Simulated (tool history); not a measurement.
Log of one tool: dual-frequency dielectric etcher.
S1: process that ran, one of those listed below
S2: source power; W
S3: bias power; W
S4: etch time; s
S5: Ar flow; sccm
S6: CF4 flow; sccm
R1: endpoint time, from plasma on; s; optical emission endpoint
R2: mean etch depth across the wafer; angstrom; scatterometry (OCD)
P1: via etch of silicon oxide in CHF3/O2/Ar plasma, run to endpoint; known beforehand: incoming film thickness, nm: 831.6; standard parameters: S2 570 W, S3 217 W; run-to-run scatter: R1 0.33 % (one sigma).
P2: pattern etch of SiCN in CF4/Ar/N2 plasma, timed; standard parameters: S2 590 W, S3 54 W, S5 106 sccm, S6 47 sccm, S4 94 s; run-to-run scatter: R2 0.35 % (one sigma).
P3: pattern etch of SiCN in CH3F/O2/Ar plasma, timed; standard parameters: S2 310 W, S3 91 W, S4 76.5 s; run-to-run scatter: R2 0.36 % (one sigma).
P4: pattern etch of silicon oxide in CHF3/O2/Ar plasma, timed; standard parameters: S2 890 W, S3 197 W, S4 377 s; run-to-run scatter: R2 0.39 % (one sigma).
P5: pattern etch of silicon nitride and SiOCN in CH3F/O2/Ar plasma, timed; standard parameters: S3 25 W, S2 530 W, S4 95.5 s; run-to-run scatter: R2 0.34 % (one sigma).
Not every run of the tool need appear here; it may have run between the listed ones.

| run | day | S1 | S2 | S3 | S4 | S5 | S6 | R1 | R2 |
|---|---|---|---|---|---|---|---|---|---|
| 1 | 0.171 | P1 | 570 | 217 |  |  |  | 401.69 |  |
| 2 | 0.4 | P1 | 570 | 147 |  |  |  | 459.6 |  |
| 3 | 0.646 | P4 | 890 | 197 | 377 |  |  |  | 8898.9 |
| 4 | 0.804 | P4 | 890 | 197 | 377 |  |  |  | 8835 |
| 5 | 0.992 | P1 | 570 | 217 |  |  |  | 404.11 |  |
| 6 | 1.162 | P1 | 570 | 217 |  |  |  | 402.67 |  |
| 7 | 1.358 | P2 | 590 | 54 | 94 | 126 | 47 |  | 827.2 |
| 8 | 1.529 | P1 | 780 | 162 |  |  |  | 394.06 |  |
| 9 | 1.733 | P1 | 710 | 217 |  |  |  | 372.11 |  |
| 10 | 1.971 | P1 | 570 | 217 |  |  |  | 403.66 |  |
| 11 | 2.088 | P3 | 310 | 59 | 76.5 |  |  |  | 246.25 |
| 12 | 2.304 | P1 | 570 | 217 |  |  |  | 403.38 |  |
| 13 | 2.496 | P5 | 730 | 25 | 95.5 |  |  |  | 159.01 |
| 14 | 2.704 | P5 | 530 | 25 | 68 |  |  |  | 101.85 |
| 15 | 2.933 | P1 | 570 | 217 |  |  |  | 403.02 |  |
| 16 | 3.154 | P2 | 590 | 54 | 58 | 106 | 47 |  | 530.51 |
| 17 | 3.267 | P1 | 570 | 286 |  |  |  | 366.02 |  |
| 18 | 3.412 | P5 | 530 | 25 | 95.5 |  |  |  | 143.11 |
| 19 | 3.6 | P2 | 710 | 54 | 94 | 106 | 47 |  | 1015 |
| 20 | 3.85 | P1 | 390 | 217 |  |  |  | 462.73 |  |
| 21 | 4.096 | P5 | 530 | 25 | 95.5 |  |  |  | 142.74 |
| 22 | 4.304 | P4 | 1060 | 197 | 377 |  |  |  | 9504.2 |
| 23 | 4.529 | P4 | 890 | 197 | 539 |  |  |  | 12589 |
| 24 | 4.75 | P3 | 310 | 91 | 76.5 |  |  |  | 287.51 |
| 25 | 4.979 | P1 | 790 | 267 |  |  |  | 331.65 |  |
| 26 | 5.15 | P5 | 530 | 16 | 95.5 |  |  |  | 118 |
| 27 | 5.296 | P3 | 380 | 91 | 76.5 |  |  |  | 310.49 |
| 28 | 5.488 | P2 | 590 | 54 | 94 | 106 | 28 |  | 778.54 |
| 29 | 5.662 | P4 | 890 | 277 | 377 |  |  |  | 10010 |
| 30 | 5.912 | P2 | 590 | 54 | 94 | 106 | 47 |  | 862.78 |
| 31 | 6.058 | P2 | 590 | 76 | 94 | 106 | 47 |  | 967.99 |
| 32 | 6.242 | P1 | 570 | 217 |  |  |  | 403.09 |  |
| 33 | 6.396 | P3 | 310 | 91 | 113.5 |  |  |  | 427.11 |
| 34 | 6.525 | P1 | 570 | 217 |  |  |  | 401.23 |  |
| 35 | 6.758 | P1 | 570 | 217 |  |  |  | 399.9 |  |
| 36 | 6.921 | P1 | 570 | 217 |  |  |  | 400.19 |  |
|  | 6.996 | wet clean of the chamber |
| 37 | 7.029 | P1 | 570 | 217 |  |  |  | 393.99 |  |
| 38 | 7.246 | P1 | 570 | 217 |  |  |  | 396.18 |  |
| 39 | 7.358 | P1 | 570 | 217 |  |  |  | 396.75 |  |
| 40 | 7.575 | P1 | 570 | 217 |  |  |  | 395.47 |  |
| 41 | 7.767 | P1 | 570 | 217 |  |  |  | 394.54 |  |

What P1 gives has crept off from where it sat before. The 2 causes that follow fit the log equally well, each at the size noted:
A: bias power that arrives over what is set, % = 4.82
B: source power that arrives over what is set, % = 4.47
The creep began at about day 6.525.
Every other cause this tool's parts could produce, and why it does not fit the log:
chamber walls in a state that raises the etch rate, %: serviced at day 6.996, after the drift had started, without restoring the earlier output

Which of the check runs below tells the causes apart, meaning the causes would give it clearly different results? Each run uses 2 wafers whose results are averaged, and each result is shown as a question mark.
| check 1 | 7.958 | P5 | 690 | 25 | 95.5 |  |  |  | ? |
| check 2 | 7.958 | P2 | 590 | 54 | 94 | 106 | 36 |  | ? |
| check 3 | 7.958 | P4 | 890 | 269 | 377 |  |  |  | ? |
| check 4 | 7.958 | P3 | 380 | 91 | 97 |  |  |  | ? |

Expected result of each check under each candidate cause:
| check | result | if A | if B |
|---|---|---|---|
| check 1 | R2 | 159.69 | 158.81 |
| check 2 | R2 | 829.7 | 847.29 |
| check 3 | R2 | 10056 | 10054 |
| check 4 | R2 | 399.98 | 399.43 |
Gap, in per cent, between the two causes that each check separates least, read from the result that separates them most: check 1 0.55 %; check 2 2.1 %; check 3 0.02 %; check 4 0.14 %
The causes can be told apart only by check 2. The other checks would give nearly the same results under each of them.

Here is what check 2 returned: R2 832.12 angstrom. Which cause is it?

Of the candidate causes, it is A: bias power that arrives over what is set, %.
